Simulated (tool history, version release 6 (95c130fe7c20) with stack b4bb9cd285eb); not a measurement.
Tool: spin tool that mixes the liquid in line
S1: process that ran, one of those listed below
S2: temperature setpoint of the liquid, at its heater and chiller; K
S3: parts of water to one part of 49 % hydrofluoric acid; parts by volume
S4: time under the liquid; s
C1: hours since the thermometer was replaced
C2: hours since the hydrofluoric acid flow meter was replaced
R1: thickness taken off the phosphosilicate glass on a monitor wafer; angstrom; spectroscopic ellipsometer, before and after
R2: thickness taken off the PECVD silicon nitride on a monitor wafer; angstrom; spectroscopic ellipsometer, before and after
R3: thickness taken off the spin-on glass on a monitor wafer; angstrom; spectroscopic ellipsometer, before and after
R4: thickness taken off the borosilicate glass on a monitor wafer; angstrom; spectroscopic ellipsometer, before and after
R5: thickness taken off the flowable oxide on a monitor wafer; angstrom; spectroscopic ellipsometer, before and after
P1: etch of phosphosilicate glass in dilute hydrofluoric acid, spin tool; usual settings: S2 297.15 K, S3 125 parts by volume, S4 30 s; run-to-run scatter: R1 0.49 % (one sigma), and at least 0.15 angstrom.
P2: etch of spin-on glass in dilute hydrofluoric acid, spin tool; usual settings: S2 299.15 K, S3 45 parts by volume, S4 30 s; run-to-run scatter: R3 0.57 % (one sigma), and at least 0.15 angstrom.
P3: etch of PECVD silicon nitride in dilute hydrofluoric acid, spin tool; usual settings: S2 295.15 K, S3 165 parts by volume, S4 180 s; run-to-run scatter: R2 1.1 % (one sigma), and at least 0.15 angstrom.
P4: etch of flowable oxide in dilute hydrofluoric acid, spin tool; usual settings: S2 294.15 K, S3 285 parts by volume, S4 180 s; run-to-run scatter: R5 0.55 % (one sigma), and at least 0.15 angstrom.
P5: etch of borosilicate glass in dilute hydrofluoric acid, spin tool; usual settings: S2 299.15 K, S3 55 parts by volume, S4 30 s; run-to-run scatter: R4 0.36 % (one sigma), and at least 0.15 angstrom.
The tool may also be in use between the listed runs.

run 1 hour=5.9 | S1=P1 S2=297.15 S3=125 S4=30 | C1=810.5 C2=277.6 | R1=245.86
run 2 hour=13.5 | S1=P3 S2=295.15 S3=165 S4=305 | C1=818.1 C2=285.2 | R2=43.468
run 3 hour=24.4 | S1=P2 S2=299.15 S3=45 S4=30 | C1=829 C2=296.1 | R3=537.05
run 4 hour=33.8 | S1=P5 S2=299.15 S3=100 S4=30 | C1=838.4 C2=305.5 | R4=181.43
run 5 hour=41.8 | S1=P2 S2=299.15 S3=45 S4=30 | C1=846.4 C2=313.5 | R3=532.34
run 6 hour=47.8 | S1=P3 S2=303.65 S3=165 S4=180 | C1=852.4 C2=319.5 | R2=43.291
run 7 hour=53.3 | S1=P1 S2=297.15 S3=125 S4=50 | C1=857.9 C2=325 | R1=411.54
run 8 hour=63 | S1=P5 S2=299.15 S3=55 S4=30 | C1=867.6 C2=334.7 | R4=353.43
run 9 hour=68.3 | S1=P3 S2=295.15 S3=165 S4=180 | C1=872.9 C2=340 | R2=25.402
run 10 hour=76.2 | S1=P1 S2=297.15 S3=125 S4=15 | C1=880.8 C2=347.9 | R1=123.69
run 11 hour=86.9 | S1=P2 S2=307.15 S3=45 S4=30 | C1=891.5 C2=358.6 | R3=733.04
run 12 hour=92.4 | S1=P4 S2=294.15 S3=285 S4=70 | C1=897 C2=364.1 | R5=83.943
run 13 hour=98.6 | S1=P4 S2=294.15 S3=450 S4=180 | C1=903.2 C2=370.3 | R5=117.48
run 14 hour=107.9 | S1=P5 S2=299.15 S3=55 S4=15 | C1=912.5 C2=379.6 | R4=175.85
run 15 hour=118.5 | S1=P3 S2=295.15 S3=165 S4=180 | C1=923.1 C2=390.2 | R2=25.796
run 16 hour=125.1 | S1=P5 S2=305.65 S3=55 S4=30 | C1=929.7 C2=396.8 | R4=454.92
run 17 hour=130.5 | S1=P5 S2=299.15 S3=55 S4=30 | C1=935.1 C2=402.2 | R4=352.15
run 18 hour=140.6 | S1=P4 S2=294.15 S3=285 S4=180 | C1=945.2 C2=412.3 | R5=212.85
run 19 hour=150.5 | S1=P3 S2=295.15 S3=250 S4=180 | C1=955.1 C2=422.2 | R2=17.1
run 20 hour=157.2 | S1=P1 S2=297.15 S3=125 S4=30 | C1=961.8 C2=428.9 | R1=246.74
run 21 hour=162.9 | S1=P1 S2=297.15 S3=195 S4=30 | C1=967.5 C2=434.6 | R1=146.61

The next listed run, before its measurement:
run 22 hour=172.5 | S1=P4 S2=290.15 S3=285 S4=180 | C1=977.1 C2=444.2 | R5=?

{"run 22": {"R5": 184.14}}
